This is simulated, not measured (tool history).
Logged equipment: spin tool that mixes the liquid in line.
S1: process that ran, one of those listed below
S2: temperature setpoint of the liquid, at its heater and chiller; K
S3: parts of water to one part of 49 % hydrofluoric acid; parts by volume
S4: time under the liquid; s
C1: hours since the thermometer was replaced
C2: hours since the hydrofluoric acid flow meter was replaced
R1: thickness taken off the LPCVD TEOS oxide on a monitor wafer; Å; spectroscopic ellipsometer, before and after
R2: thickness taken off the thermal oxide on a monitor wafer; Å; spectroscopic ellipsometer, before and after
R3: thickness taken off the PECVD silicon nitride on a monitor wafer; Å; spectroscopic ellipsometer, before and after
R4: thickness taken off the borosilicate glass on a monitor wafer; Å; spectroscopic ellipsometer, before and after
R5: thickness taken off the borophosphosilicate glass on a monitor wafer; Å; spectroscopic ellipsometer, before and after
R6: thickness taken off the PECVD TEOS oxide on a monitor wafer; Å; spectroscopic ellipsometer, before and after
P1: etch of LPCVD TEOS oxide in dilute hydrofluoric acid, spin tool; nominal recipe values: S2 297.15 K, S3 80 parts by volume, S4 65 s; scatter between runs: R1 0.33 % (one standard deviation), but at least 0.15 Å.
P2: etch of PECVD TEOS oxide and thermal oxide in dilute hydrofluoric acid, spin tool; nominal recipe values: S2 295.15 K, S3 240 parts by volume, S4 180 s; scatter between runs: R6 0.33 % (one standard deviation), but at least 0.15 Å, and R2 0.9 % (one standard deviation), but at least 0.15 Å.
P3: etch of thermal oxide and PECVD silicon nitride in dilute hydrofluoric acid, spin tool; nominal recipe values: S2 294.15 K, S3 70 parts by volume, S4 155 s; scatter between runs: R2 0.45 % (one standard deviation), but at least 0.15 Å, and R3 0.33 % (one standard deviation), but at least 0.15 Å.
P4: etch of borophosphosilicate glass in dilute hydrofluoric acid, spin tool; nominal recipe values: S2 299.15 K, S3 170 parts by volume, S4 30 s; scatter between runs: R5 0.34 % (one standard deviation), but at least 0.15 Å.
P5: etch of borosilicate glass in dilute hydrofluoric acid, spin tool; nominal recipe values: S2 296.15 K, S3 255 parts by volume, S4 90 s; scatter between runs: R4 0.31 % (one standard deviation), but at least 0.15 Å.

run     day  S1      S2   S3   S4      C1     C2       R1       R2       R3       R4       R5      R6
  1   0.312  P1  297.15   80   65   877.7  391.8   472.60
  2   0.800  P1  297.15  120   30   889.4  403.5   138.37
  3   1.421  P3  294.15   70  155   904.3  418.4            91.915   75.594
  4   1.950  P1  297.15   20   35   917.0  431.1  1100.10
  5   2.542  P1  297.15   80   65   931.2  445.3   469.25
  6   3.138  P5  304.15  255   90   945.5  459.6                              94.459
  7   3.767  P4  293.65  170   30   960.6  474.7                                       62.675
  8   4.229  P1  297.15   80  125   971.7  485.8   914.82
  9   4.788  P1  297.15   80   15   985.1  499.2   109.30
 10   5.133  P5  296.15  255   30   993.4  507.5                              23.344
 11   5.483  P2  302.15  240  180  1001.8  515.9            37.733                             156.20
 12   5.921  P1  297.15   80   65  1012.3  526.4   474.56
 13   6.325  P2  295.15   65  180  1022.0  536.1           129.440                             544.53
 14   6.812  P1  297.15  140   65  1033.7  547.8   251.94
 15   7.338  P1  290.15   80   65  1046.3  560.4   355.61
 16   7.942  P4  299.15  170   55  1060.8  574.9                                      141.480
 17   8.267  P1  297.15   40  105  1068.6  582.7  1605.60
 18   8.721  P5  296.15   45   90  1079.5  593.6                             511.400
 19   9.300  P1  297.15   80   65  1093.4  607.5   473.31
 20   9.871  P1  297.15   45   65  1107.1  621.2   879.92
 21  10.279  P1  297.15   80   65  1116.9  631.0   471.05
 22  10.629  P4  299.15  270   30  1125.3  639.4                                       43.220
 23  11.096  P3  294.15   95  155  1136.5  650.6            65.517   55.173
 24  11.550  P2  295.15  240  335  1147.4  661.5            54.187                             225.99
 25  12.029  P1  301.65   80   65  1158.9  673.0   565.89
 26  12.379  P3  294.15   70  295  1167.3  681.4           175.210  143.570
 27  13.017  P5  296.15  255   90  1182.6  696.7                              71.015
 28  13.408  P2  295.15  240  180  1192.0  706.1            28.681                             121.40
 29  13.925  P3  294.15   70  155  1204.4  718.5            90.713   75.293
 30  14.508  P4  299.15  170   30  1218.4  732.5                                       77.426
 31  14.983  P3  302.15   70  155  1229.8  743.9           126.160  128.000
 32  15.588  P1  297.15   80   65  1244.3  758.4   474.38
 33  15.892  P1  297.15   80   65  1251.6  765.7   465.89
 34  16.512  P1  297.15   80   65  1266.5  780.6   454.61

Run 35, settings as shown, results not yet in. Your forecast:
 35  16.921  P1  297.15  80  65  1276.3  790.4   ?

{"run 35": {"R1": 449.65}}

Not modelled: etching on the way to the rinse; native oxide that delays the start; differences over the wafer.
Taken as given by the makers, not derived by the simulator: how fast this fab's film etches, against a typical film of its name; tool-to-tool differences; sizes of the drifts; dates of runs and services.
